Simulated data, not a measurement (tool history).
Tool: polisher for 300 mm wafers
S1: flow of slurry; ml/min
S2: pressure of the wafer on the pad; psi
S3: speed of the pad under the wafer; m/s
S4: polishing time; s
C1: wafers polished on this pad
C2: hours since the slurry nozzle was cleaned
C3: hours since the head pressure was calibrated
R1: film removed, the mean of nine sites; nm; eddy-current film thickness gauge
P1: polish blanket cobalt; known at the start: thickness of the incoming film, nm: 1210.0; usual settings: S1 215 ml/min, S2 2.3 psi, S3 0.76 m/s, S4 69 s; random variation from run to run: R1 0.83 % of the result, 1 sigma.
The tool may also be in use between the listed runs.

run,hour,S1,S2,S3,S4,C1,C2,C3,R1
1,3.5,215,2.3,0.76,69,575,528.6,502.2,322.00
2,6.6,215,2.3,1.14,69,616,531.7,505.3,475.86
3,12.0,215,2.3,0.76,69,688,537.1,510.7,320.62
4,14.8,215,2.3,0.76,69,725,539.9,513.5,316.54
5,19.2,215,2.3,0.76,105,783,544.3,517.9,489.06
6,24.6,315,2.3,0.76,69,855,549.7,523.3,332.18
7,27.3,215,2.3,0.40,69,891,552.4,526.0,171.78
8,31.1,130,2.3,1.02,69,941,556.2,529.8,393.44
9,35.5,215,1.1,0.76,69,1000,560.6,534.2,152.25
10,38.3,215,2.3,0.76,69,1037,563.4,537.0,314.07
11,41.5,215,2.3,0.98,49,1079,566.6,540.2,291.57
12,45.3,215,3.5,1.02,69,1130,570.4,544.0,652.51
13,48.5,215,3.0,0.76,69,1172,573.6,547.2,416.75
14,53.9,215,2.3,0.76,69,1244,579.0,552.6,317.36
15,58.5,215,2.3,0.76,31,1305,583.6,557.2,140.98
16,61.8,130,2.3,0.76,69,1349,586.9,560.5,298.45
17,66.5,215,2.3,0.76,69,1411,591.6,565.2,321.67
18,71.3,215,2.3,0.76,69,1475,596.4,570.0,311.10
19,74.4,215,2.3,0.76,69,1516,599.5,573.1,309.55
20,78.0,215,2.3,0.76,69,1564,603.1,576.7,301.57
21,81.6,215,2.3,0.76,69,1612,606.7,580.3,300.69
# hour 84.6: head pressure recalibrated
22,85.0,215,2.3,0.76,69,1657,610.1,0.5,298.03
23,90.2,215,2.3,0.76,69,1726,615.3,5.7,301.24
24,95.0,215,2.3,0.76,69,1790,620.1,10.5,293.11
25,98.8,215,2.3,0.76,69,1840,623.9,14.3,296.48
26,101.6,215,2.3,0.76,69,1878,626.7,17.1,292.02
27,104.7,215,2.3,0.76,69,1919,629.8,20.2,299.40

What P1 gives has crept away from where it was. These 2 causes fit the log equally well, each at the size given:
A: slurry flow missing at the pad, % = 37.5
B: removal rate lost through wear of the pad, % = 7.07
The creep began at about hour 66.5.
Why every other cause is out:
head's pressure below its setpoint, %: serviced at hour 84.6, which brought nothing back

4 check runs are offered, each on 2 wafers whose results are averaged, their results left as question marks. Which one tells the causes apart?
check 1,107.8,130,2.3,0.60,69,,,,?
check 2,107.8,260,2.3,0.76,69,,,,?
check 3,107.8,215,2.3,0.92,84,,,,?
check 4,107.8,215,2.3,1.02,50,,,,?

What each check would give under each cause:
check,result,if A,if B
check 1,R1,206.82,215.76
check 2,R1,306.09,302.43
check 3,R1,436.21,436.18
check 4,R1,287.87,287.85
How far apart the two closest causes lie, in the result that separates them most: check 1 4.23 %; check 2 1.2 %; check 3 0.01 %; check 4 0.01 %
Only check 1 tells the causes apart: in the others they would give nearly the same result.

Then check 1 was run and gave: R1 208.05 nm. Which cause is it?

It is A: slurry flow missing at the pad, %.

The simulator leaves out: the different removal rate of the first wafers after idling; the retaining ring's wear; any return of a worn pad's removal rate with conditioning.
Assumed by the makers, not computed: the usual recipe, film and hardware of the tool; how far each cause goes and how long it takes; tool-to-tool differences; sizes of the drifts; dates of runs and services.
